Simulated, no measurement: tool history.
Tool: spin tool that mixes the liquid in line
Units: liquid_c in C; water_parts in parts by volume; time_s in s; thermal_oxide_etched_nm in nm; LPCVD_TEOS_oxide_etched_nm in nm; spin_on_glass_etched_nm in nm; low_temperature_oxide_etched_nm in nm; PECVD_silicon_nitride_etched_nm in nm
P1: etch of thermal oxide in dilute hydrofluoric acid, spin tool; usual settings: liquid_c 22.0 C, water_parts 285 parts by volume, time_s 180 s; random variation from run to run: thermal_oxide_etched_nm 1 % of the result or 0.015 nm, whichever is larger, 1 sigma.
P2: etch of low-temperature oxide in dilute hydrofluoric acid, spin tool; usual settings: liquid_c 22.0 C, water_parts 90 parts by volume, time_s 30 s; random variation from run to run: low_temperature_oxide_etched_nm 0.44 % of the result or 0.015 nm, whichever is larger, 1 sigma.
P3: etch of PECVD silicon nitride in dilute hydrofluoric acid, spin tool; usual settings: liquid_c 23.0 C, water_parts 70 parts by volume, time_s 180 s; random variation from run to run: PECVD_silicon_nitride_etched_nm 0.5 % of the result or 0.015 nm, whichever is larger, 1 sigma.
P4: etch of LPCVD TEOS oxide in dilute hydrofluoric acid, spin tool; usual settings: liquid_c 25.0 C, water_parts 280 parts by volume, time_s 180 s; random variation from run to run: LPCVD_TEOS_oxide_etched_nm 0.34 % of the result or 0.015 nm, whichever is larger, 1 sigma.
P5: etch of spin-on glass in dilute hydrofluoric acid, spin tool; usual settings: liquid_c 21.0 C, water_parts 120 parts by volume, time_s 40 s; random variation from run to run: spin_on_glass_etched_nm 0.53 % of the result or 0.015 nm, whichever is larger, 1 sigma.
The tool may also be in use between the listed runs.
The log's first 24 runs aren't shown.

| run | hour | process | liquid_c | water_parts | time_s | hours since the thermometer was replaced | hours since the hydrofluoric acid flow meter was replaced | thermal_oxide_etched_nm | LPCVD_TEOS_oxide_etched_nm | spin_on_glass_etched_nm | low_temperature_oxide_etched_nm | PECVD_silicon_nitride_etched_nm |
|---|---|---|---|---|---|---|---|---|---|---|---|---|
| 25 | 138.6 | P3 | 23.0 | 70 | 365 | 450.8 | 613.7 |  |  |  |  | 8.2368 |
| 26 | 144.7 | P4 | 25.0 | 280 | 180 | 456.9 | 619.8 |  | 23.3960 |  |  |  |
| 27 | 152.9 | P5 | 17.0 | 120 | 40 | 465.1 | 628.0 |  |  | 7.8661 |  |  |
| 28 | 158.4 | P1 | 22.0 | 285 | 265 | 470.6 | 633.5 | 3.27170 |  |  |  |  |
| 29 | 166.3 | P1 | 27.5 | 285 | 180 | 478.5 | 641.4 | 2.69200 |  |  |  |  |
| 30 | 170.2 | P5 | 21.0 | 120 | 40 | 482.4 | 645.3 |  |  | 9.2396 |  |  |
| 31 | 177.6 | P1 | 22.0 | 285 | 180 | 489.8 | 652.7 | 2.21740 |  |  |  |  |
| 32 | 183.8 | P1 | 22.0 | 285 | 180 | 496.0 | 658.9 | 2.11190 |  |  |  |  |
| 33 | 188.3 | P1 | 22.0 | 285 | 180 | 500.5 | 663.4 | 2.10390 |  |  |  |  |
| 34 | 195.4 | P1 | 22.0 | 285 | 180 | 507.6 | 670.5 | 2.07210 |  |  |  |  |
| 35 | 200.8 | P1 | 22.0 | 285 | 180 | 513.0 | 675.9 | 2.07030 |  |  |  |  |

Forecast run 36:
| 36 | 208.7 | P1 | 22.0 | 285 | 180 | 520.9 | 683.8 | ? |  |  |  |  |

Run 36 gave thermal_oxide_etched_nm 2.07960 nm.
